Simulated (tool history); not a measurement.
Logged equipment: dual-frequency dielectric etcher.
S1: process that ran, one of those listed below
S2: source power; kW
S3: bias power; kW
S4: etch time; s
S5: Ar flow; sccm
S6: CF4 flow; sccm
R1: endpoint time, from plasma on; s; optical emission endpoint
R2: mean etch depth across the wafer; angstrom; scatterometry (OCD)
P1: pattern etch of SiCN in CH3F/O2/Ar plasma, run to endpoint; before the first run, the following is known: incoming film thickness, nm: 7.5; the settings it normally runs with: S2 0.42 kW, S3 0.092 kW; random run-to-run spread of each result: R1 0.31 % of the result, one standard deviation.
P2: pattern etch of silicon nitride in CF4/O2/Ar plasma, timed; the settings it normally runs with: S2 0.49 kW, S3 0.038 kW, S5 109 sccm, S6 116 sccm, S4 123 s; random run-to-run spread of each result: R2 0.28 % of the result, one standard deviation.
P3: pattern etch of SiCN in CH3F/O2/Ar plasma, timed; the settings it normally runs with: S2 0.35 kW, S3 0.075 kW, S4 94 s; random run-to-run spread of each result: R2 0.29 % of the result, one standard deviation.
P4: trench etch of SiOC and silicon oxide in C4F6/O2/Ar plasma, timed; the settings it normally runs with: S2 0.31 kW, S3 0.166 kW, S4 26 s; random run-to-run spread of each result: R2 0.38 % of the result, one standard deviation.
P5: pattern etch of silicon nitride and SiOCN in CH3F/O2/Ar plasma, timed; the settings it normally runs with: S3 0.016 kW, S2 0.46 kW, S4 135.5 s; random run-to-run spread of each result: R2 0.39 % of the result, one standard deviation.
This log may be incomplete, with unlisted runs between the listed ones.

{"run": 1, "hour": 7.9, "S1": "P1", "S2": 0.42, "S3": 0.092, "R1": 18.056}
{"run": 2, "hour": 16.1, "S1": "P4", "S2": 0.31, "S3": 0.166, "S4": 35, "R2": 608.43}
{"run": 3, "hour": 21.8, "S1": "P1", "S2": 0.42, "S3": 0.066, "R1": 20.559}
{"run": 4, "hour": 27.7, "S1": "P1", "S2": 0.42, "S3": 0.092, "R1": 18.109}
{"run": 5, "hour": 32.3, "S1": "P5", "S2": 0.46, "S3": 0.016, "S4": 135.5, "R2": 160.05}
{"run": 6, "hour": 37.8, "S1": "P3", "S2": 0.35, "S3": 0.075, "S4": 94, "R2": 341.21}
{"run": 7, "hour": 42.3, "S1": "P1", "S2": 0.42, "S3": 0.13, "R1": 15.835}
{"run": 8, "hour": 49.9, "S1": "P1", "S2": 0.27, "S3": 0.092, "R1": 21.313}
{"run": 9, "hour": 56.5, "S1": "P5", "S2": 0.46, "S3": 0.016, "S4": 193.5, "R2": 228.15}
{"run": 10, "hour": 64.1, "S1": "P1", "S2": 0.42, "S3": 0.092, "R1": 18.271}
{"run": 11, "hour": 68.0, "S1": "P2", "S2": 0.62, "S3": 0.038, "S4": 123, "S5": 109, "S6": 116, "R2": 2636.2}
{"run": 12, "hour": 72.9, "S1": "P1", "S2": 0.58, "S3": 0.092, "R1": 16.083}
{"run": 13, "hour": 81.0, "S1": "P3", "S2": 0.35, "S3": 0.047, "S4": 94, "R2": 291.8}
{"run": 14, "hour": 87.8, "S1": "P1", "S2": 0.42, "S3": 0.092, "R1": 18.135}
{"run": 15, "hour": 91.4, "S1": "P3", "S2": 0.35, "S3": 0.075, "S4": 54.5, "R2": 198.02}
{"run": 16, "hour": 98.6, "S1": "P5", "S2": 0.26, "S3": 0.016, "S4": 135.5, "R2": 130.4}
{"run": 17, "hour": 102.5, "S1": "P2", "S2": 0.49, "S3": 0.038, "S4": 123, "S5": 150, "S6": 116, "R2": 2052.8}
{"run": 18, "hour": 108.2, "S1": "P1", "S2": 0.42, "S3": 0.092, "R1": 18.086}
{"run": 19, "hour": 112.3, "S1": "P3", "S2": 0.42, "S3": 0.075, "S4": 94, "R2": 366.22}
{"run": 20, "hour": 116.8, "S1": "P5", "S2": 0.46, "S3": 0.019, "S4": 135.5, "R2": 170.76}
{"run": 21, "hour": 120.6, "S1": "P4", "S2": 0.31, "S3": 0.166, "S4": 26, "R2": 450.07}
{"run": 22, "hour": 126.4, "S1": "P2", "S2": 0.49, "S3": 0.025, "S4": 123, "S5": 109, "S6": 116, "R2": 1868.2}
{"hour": 132.8, "done": "bias power generator calibrated"}
{"run": 23, "hour": 134.3, "S1": "P1", "S2": 0.42, "S3": 0.092, "R1": 18.051}
{"run": 24, "hour": 142.2, "S1": "P1", "S2": 0.31, "S3": 0.108, "R1": 19.038}
{"run": 25, "hour": 146.6, "S1": "P4", "S2": 0.19, "S3": 0.166, "S4": 26, "R2": 373.83}
{"run": 26, "hour": 150.4, "S1": "P2", "S2": 0.49, "S3": 0.038, "S4": 123, "S5": 109, "S6": 116, "R2": 2140.2}
{"run": 27, "hour": 156.2, "S1": "P2", "S2": 0.49, "S3": 0.038, "S4": 184, "S5": 109, "S6": 116, "R2": 3210.8}
{"run": 28, "hour": 161.5, "S1": "P4", "S2": 0.31, "S3": 0.121, "S4": 26, "R2": 410.01}
{"run": 29, "hour": 166.8, "S1": "P2", "S2": 0.49, "S3": 0.038, "S4": 123, "S5": 109, "S6": 161, "R2": 2243.1}
{"run": 30, "hour": 174.1, "S1": "P1", "S2": 0.42, "S3": 0.092, "R1": 18.086}
{"run": 31, "hour": 180.2, "S1": "P1", "S2": 0.42, "S3": 0.092, "R1": 18.004}
{"run": 32, "hour": 183.8, "S1": "P1", "S2": 0.42, "S3": 0.092, "R1": 17.896}
{"run": 33, "hour": 191.9, "S1": "P1", "S2": 0.42, "S3": 0.092, "R1": 17.93}
{"hour": 195.8, "done": "wet clean of the chamber"}
{"run": 34, "hour": 197.0, "S1": "P1", "S2": 0.42, "S3": 0.092, "R1": 17.865}

For run 35, what comes out?
{"run": 35, "hour": 201.5, "S1": "P1", "S2": 0.42, "S3": 0.092, "R1": "?"}

R1: 17.765 s
